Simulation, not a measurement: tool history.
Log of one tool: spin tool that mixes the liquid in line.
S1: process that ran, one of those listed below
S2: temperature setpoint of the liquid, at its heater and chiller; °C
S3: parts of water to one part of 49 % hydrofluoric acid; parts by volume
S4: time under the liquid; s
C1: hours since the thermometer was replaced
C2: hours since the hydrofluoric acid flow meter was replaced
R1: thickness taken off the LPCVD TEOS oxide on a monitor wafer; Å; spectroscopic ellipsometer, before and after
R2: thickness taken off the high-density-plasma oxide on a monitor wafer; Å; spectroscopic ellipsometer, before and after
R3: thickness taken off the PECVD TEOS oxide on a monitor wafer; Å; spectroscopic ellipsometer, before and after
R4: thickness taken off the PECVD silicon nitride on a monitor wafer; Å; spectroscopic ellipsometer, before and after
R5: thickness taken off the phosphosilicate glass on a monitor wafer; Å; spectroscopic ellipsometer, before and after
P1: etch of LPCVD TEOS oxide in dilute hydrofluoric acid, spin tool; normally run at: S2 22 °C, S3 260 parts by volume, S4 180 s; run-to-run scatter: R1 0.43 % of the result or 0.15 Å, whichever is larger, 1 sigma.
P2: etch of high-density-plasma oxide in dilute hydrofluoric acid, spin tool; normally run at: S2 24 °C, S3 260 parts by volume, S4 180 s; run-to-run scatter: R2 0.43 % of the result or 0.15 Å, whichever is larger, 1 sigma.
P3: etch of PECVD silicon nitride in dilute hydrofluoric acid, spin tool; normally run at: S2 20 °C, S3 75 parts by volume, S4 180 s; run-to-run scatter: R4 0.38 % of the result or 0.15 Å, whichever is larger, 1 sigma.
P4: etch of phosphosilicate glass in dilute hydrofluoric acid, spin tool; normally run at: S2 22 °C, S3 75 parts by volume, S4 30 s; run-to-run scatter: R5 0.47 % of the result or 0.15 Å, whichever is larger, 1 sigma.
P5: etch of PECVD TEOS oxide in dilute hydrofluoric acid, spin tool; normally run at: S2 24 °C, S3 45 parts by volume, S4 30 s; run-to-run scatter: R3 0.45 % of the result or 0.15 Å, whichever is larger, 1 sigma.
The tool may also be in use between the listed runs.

Run 1, hour 4: S1 P1, S2 22 °C, S3 260 parts by volume, S4 180 s; C1 839.3; C2 124.4. Result: R1 190.38 Å.
Run 2, hour 8: S1 P2, S2 31.5 °C, S3 260 parts by volume, S4 180 s; C1 843.3; C2 128.4. Result: R2 62.09 Å.
Run 3, hour 15.2: S1 P1, S2 22 °C, S3 435 parts by volume, S4 180 s; C1 850.5; C2 135.6. Result: R1 97.367 Å.
Run 4, hour 22.8: S1 P1, S2 22 °C, S3 75 parts by volume, S4 90 s; C1 858.1; C2 143.2. Result: R1 403.82 Å.
Run 5, hour 31.7: S1 P5, S2 24 °C, S3 20 parts by volume, S4 30 s; C1 867; C2 152.1. Result: R3 361.52 Å.
Run 6, hour 37.3: S1 P3, S2 20 °C, S3 20 parts by volume, S4 180 s; C1 872.6; C2 157.7. Result: R4 214.9 Å.
Run 7, hour 43.6: S1 P3, S2 20 °C, S3 75 parts by volume, S4 355 s; C1 878.9; C2 164. Result: R4 117.87 Å.
Run 8, hour 52.2: S1 P2, S2 24 °C, S3 260 parts by volume, S4 180 s; C1 887.5; C2 172.6. Result: R2 48.404 Å.
Run 9, hour 60.5: S1 P1, S2 22 °C, S3 260 parts by volume, S4 180 s; C1 895.8; C2 180.9. Result: R1 191.73 Å.
Run 10, hour 68.2: S1 P2, S2 24 °C, S3 260 parts by volume, S4 180 s; C1 903.5; C2 188.6. Result: R2 47.895 Å.
Run 11, hour 72.2: S1 P4, S2 27.5 °C, S3 75 parts by volume, S4 30 s; C1 907.5; C2 192.6. Result: R5 638.16 Å.
Run 12, hour 77: S1 P1, S2 17 °C, S3 260 parts by volume, S4 180 s; C1 912.3; C2 197.4. Result: R1 158.03 Å.
Run 13, hour 86: S1 P1, S2 22 °C, S3 175 parts by volume, S4 90 s; C1 921.3; C2 206.4. Result: R1 153.26 Å.
Run 14, hour 93.6: S1 P5, S2 24 °C, S3 45 parts by volume, S4 30 s; C1 928.9; C2 214. Result: R3 154.42 Å.
Run 15, hour 100.6: S1 P1, S2 22 °C, S3 260 parts by volume, S4 180 s; C1 935.9; C2 221. Result: R1 189.15 Å.
Run 16, hour 105.5: S1 P4, S2 22 °C, S3 25 parts by volume, S4 30 s; C1 940.8; C2 225.9. Result: R5 1623.4 Å.
Run 17, hour 111.5: S1 P1, S2 22 °C, S3 260 parts by volume, S4 180 s; C1 946.8; C2 231.9. Result: R1 190.22 Å.
Run 18, hour 119.8: S1 P5, S2 31.5 °C, S3 45 parts by volume, S4 30 s; C1 955.1; C2 240.2. Result: R3 210.48 Å.
Run 19, hour 127.8: S1 P5, S2 24 °C, S3 45 parts by volume, S4 15 s; C1 963.1; C2 248.2. Result: R3 76.76 Å.
Run 20, hour 136.2: S1 P2, S2 24 °C, S3 260 parts by volume, S4 45 s; C1 971.5; C2 256.6. Result: R2 12.091 Å.
Run 21, hour 144.7: S1 P4, S2 22 °C, S3 75 parts by volume, S4 50 s; C1 980; C2 265.1. Result: R5 856.39 Å.
Run 22, hour 150.4: S1 P1, S2 22 °C, S3 100 parts by volume, S4 180 s; C1 985.7; C2 270.8. Result: R1 585.11 Å.
Run 23, hour 159.5: S1 P1, S2 22 °C, S3 260 parts by volume, S4 90 s; C1 994.8; C2 279.9. Result: R1 95.179 Å.
Run 24, hour 165.5: S1 P1, S2 22 °C, S3 260 parts by volume, S4 325 s; C1 1000.8; C2 285.9. Result: R1 346.04 Å.
Run 25, hour 169.6: S1 P3, S2 24.5 °C, S3 75 parts by volume, S4 180 s; C1 1004.9; C2 290. Result: R4 80.779 Å.
At hour 172.4: hydrofluoric acid flow meter replaced.
Run 26, hour 176.7: S1 P4, S2 22 °C, S3 75 parts by volume, S4 30 s; C1 1012; C2 4.3. Result: R5 510.14 Å.
Run 27, hour 183.2: S1 P1, S2 29 °C, S3 400 parts by volume, S4 180 s; C1 1018.5; C2 10.8. Result: R1 135.66 Å.
Run 28, hour 187.5: S1 P5, S2 24 °C, S3 45 parts by volume, S4 30 s; C1 1022.8; C2 15.1. Result: R3 153.59 Å.
Run 29, hour 191.5: S1 P1, S2 22 °C, S3 260 parts by volume, S4 180 s; C1 1026.8; C2 19.1. Result: R1 189.97 Å.
Run 30, hour 198.7: S1 P4, S2 22 °C, S3 75 parts by volume, S4 30 s; C1 1034; C2 26.3. Result: R5 514.95 Å.
Run 31, hour 207.2: S1 P1, S2 27.5 °C, S3 260 parts by volume, S4 180 s; C1 1042.5; C2 34.8. Result: R1 232.17 Å.
Run 32, hour 213.1: S1 P3, S2 20 °C, S3 75 parts by volume, S4 180 s; C1 1048.4; C2 40.7. Result: R4 59.995 Å.
Run 33, hour 219: S1 P3, S2 20 °C, S3 75 parts by volume, S4 180 s; C1 1054.3; C2 46.6. Result: R4 60.258 Å.
Run 34, hour 227.7: S1 P2, S2 24 °C, S3 115 parts by volume, S4 180 s; C1 1063; C2 55.3. Result: R2 126.42 Å.
Run 35, hour 234.5: S1 P1, S2 22 °C, S3 260 parts by volume, S4 180 s; C1 1069.8; C2 62.1. Result: R1 190.53 Å.
Run 36, hour 242.6: S1 P1, S2 22 °C, S3 260 parts by volume, S4 180 s; C1 1077.9; C2 70.2. Result: R1 189.03 Å.
Run 37, hour 247.2: S1 P1, S2 22 °C, S3 260 parts by volume, S4 180 s; C1 1082.5; C2 74.8. Result: R1 183.48 Å.
Run 38, hour 252.1: S1 P1, S2 22 °C, S3 260 parts by volume, S4 180 s; C1 1087.4; C2 79.7. Result: R1 184.13 Å.
Run 39, hour 259.8: S1 P1, S2 22 °C, S3 260 parts by volume, S4 180 s; C1 1095.1; C2 87.4. Result: R1 183.34 Å.
Run 40, hour 267.1: S1 P1, S2 22 °C, S3 260 parts by volume, S4 180 s; C1 1102.4; C2 94.7. Result: R1 181.64 Å.
Run 41, hour 274.2: S1 P1, S2 22 °C, S3 260 parts by volume, S4 180 s; C1 1109.5; C2 101.8. Result: R1 181.72 Å.
Run 42, hour 282.2: S1 P1, S2 22 °C, S3 260 parts by volume, S4 180 s; C1 1117.5; C2 109.8. Result: R1 180.4 Å.
Run 43, hour 288: S1 P1, S2 22 °C, S3 260 parts by volume, S4 180 s; C1 1123.3; C2 115.6. Result: R1 182.58 Å.
Run 44, hour 296.9: S1 P1, S2 22 °C, S3 260 parts by volume, S4 180 s; C1 1132.2; C2 124.5. Result: R1 180 Å.

Run 45 comes next. What will it give?
Run 45, hour 306: S1 P1, S2 22 °C, S3 260 parts by volume, S4 180 s; C1 1141.3; C2 133.6. Result: R1 ?.

Run 45 gave R1 180.47 Å.
